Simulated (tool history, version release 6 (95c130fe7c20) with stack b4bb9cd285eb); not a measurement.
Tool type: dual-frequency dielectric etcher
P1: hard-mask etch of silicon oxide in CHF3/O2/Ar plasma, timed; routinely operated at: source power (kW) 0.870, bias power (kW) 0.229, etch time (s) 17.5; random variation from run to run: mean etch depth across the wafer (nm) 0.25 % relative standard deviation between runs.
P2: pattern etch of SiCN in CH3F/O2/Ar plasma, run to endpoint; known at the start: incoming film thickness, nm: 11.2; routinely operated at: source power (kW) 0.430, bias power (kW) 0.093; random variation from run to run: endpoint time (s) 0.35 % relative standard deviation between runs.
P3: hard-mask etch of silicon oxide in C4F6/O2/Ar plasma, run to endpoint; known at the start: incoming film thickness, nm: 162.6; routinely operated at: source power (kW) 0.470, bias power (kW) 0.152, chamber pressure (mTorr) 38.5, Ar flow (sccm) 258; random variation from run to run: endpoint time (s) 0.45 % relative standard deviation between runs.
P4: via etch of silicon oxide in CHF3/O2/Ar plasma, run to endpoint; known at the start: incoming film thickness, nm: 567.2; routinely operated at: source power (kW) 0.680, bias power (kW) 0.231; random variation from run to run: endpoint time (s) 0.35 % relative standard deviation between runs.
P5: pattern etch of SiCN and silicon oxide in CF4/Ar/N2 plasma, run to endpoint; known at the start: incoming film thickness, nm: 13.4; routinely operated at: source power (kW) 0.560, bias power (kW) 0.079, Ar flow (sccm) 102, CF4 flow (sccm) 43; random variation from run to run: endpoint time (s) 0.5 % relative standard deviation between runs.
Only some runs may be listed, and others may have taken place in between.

run	hour	process that ran	source power (kW)	bias power (kW)	etch time (s)	Ar flow (sccm)	CF4 flow (sccm)	chamber pressure (mTorr)	mean etch depth across the wafer (nm)	endpoint time (s)
1	3.1	P1	0.870	0.229	17.5				43.956	
2	7.7	P1	0.870	0.229	17.5				44.063	
3	11.8	P5	0.560	0.079		83	43			12.702
4	14.3	P1	0.870	0.229	24.0				60.490	
5	19.1	P1	0.870	0.229	17.5				44.089	
6	24.0	P5	0.560	0.079		102	55			12.556
7	28.6	P4	0.430	0.231						299.060
8	32.6	P1	1.100	0.229	17.5				48.276	
9	36.0	P4	0.680	0.181						273.410
10	39.5	P1	0.870	0.229	17.5				44.029	
11	42.1	P5	0.560	0.079		102	43			13.072
12	44.4	P3	0.470	0.152		318		38.5		52.850
13	48.1	P3	0.640	0.152		258		38.5		45.628
14	52.6	P1	0.870	0.296	17.5				48.307	
15	55.3	P4	0.680	0.231						251.490
16	57.5	P1	0.600	0.229	13.5				29.413	
17	62.2	P2	0.430	0.124						24.122
18	66.7	P5	0.670	0.079		102	43			11.201
19	70.2	P1	0.870	0.174	17.5				40.196	
20	72.6	P2	0.600	0.093						23.794
21	75.6	P3	0.470	0.152		258		48.0		53.059
22	79.5	P5	0.560	0.054		102	43			15.063
23	81.9	P1	0.870	0.229	17.5				43.957	
24	86.5	P1	0.870	0.229	17.5				44.365	
25	89.9	P4	0.680	0.231						252.100
26	94.4	P1	0.590	0.229	17.5				38.095	
27	98.6	P1	0.870	0.229	11.0				27.719	
28	103.2	P3	0.470	0.152		258		38.5		51.740
29	107.2	P2	0.430	0.093						27.042
30	110.0	P3	0.470	0.095		258		38.5		58.481
31	114.4	P2	0.430	0.093						27.290
32	117.9	P1	0.870	0.229	17.5				44.111	
33	120.6	P1	0.870	0.229	17.5				43.705	
34	124.6	P1	0.870	0.229	17.5				43.593	
35	126.7	P1	0.870	0.229	17.5				43.659	
36	130.9	P1	0.870	0.229	17.5				43.359	
37	134.5	P1	0.870	0.229	17.5				43.347	
# hour 136.7: wet clean of the chamber
38	137.5	P1	0.870	0.229	17.5				43.296	
39	141.8	P1	0.870	0.229	17.5				43.369	
40	144.6	P1	0.870	0.229	17.5				43.339	

P1 no longer gives what it gave before; its output has crept away from where it was. The following 2 causes, each at its listed size, fit the log equally well:
A: bias power that arrives under what is set, % = 4.79
B: source power that arrives under what is set, % = 4.32
Onset of the creep was near hour 117.9.
What rules out each remaining cause:
chamber walls in a state that lowers the etch rate, %: work on it at hour 136.7, done after the drift set in, did not restore what the process gave before

Consider the 4 check runs below, whose results appear as question marks and each of which averages 3 wafers. Which one distinguishes the causes, in that each cause would give it a clearly different result?
check 1	147.4	P3	0.470	0.152		258		38.5		?
check 2	147.4	P2	0.430	0.093						?
check 3	147.4	P5	0.560	0.079		102	43			?
check 4	147.4	P4	0.680	0.231						?

How each check would come out, cause by cause:
check	result	if A	if B
check 1	endpoint time (s)	52.370	52.516
check 2	endpoint time (s)	27.549	27.502
check 3	endpoint time (s)	13.361	13.638
check 4	endpoint time (s)	255.930	255.830
Distance between the nearest two causes, measured in the result of the check that separates them most: check 1 0.28 %; check 2 0.17 %; check 3 2.06 %; check 4 0.04 %
Only in check 3 would the causes give clearly different results; in the remaining checks their results would be nearly the same.

With check 3 done, the readings were: endpoint time (s) 13.385. Identify which of the listed causes applies.

It is A: bias power that arrives under what is set, %.

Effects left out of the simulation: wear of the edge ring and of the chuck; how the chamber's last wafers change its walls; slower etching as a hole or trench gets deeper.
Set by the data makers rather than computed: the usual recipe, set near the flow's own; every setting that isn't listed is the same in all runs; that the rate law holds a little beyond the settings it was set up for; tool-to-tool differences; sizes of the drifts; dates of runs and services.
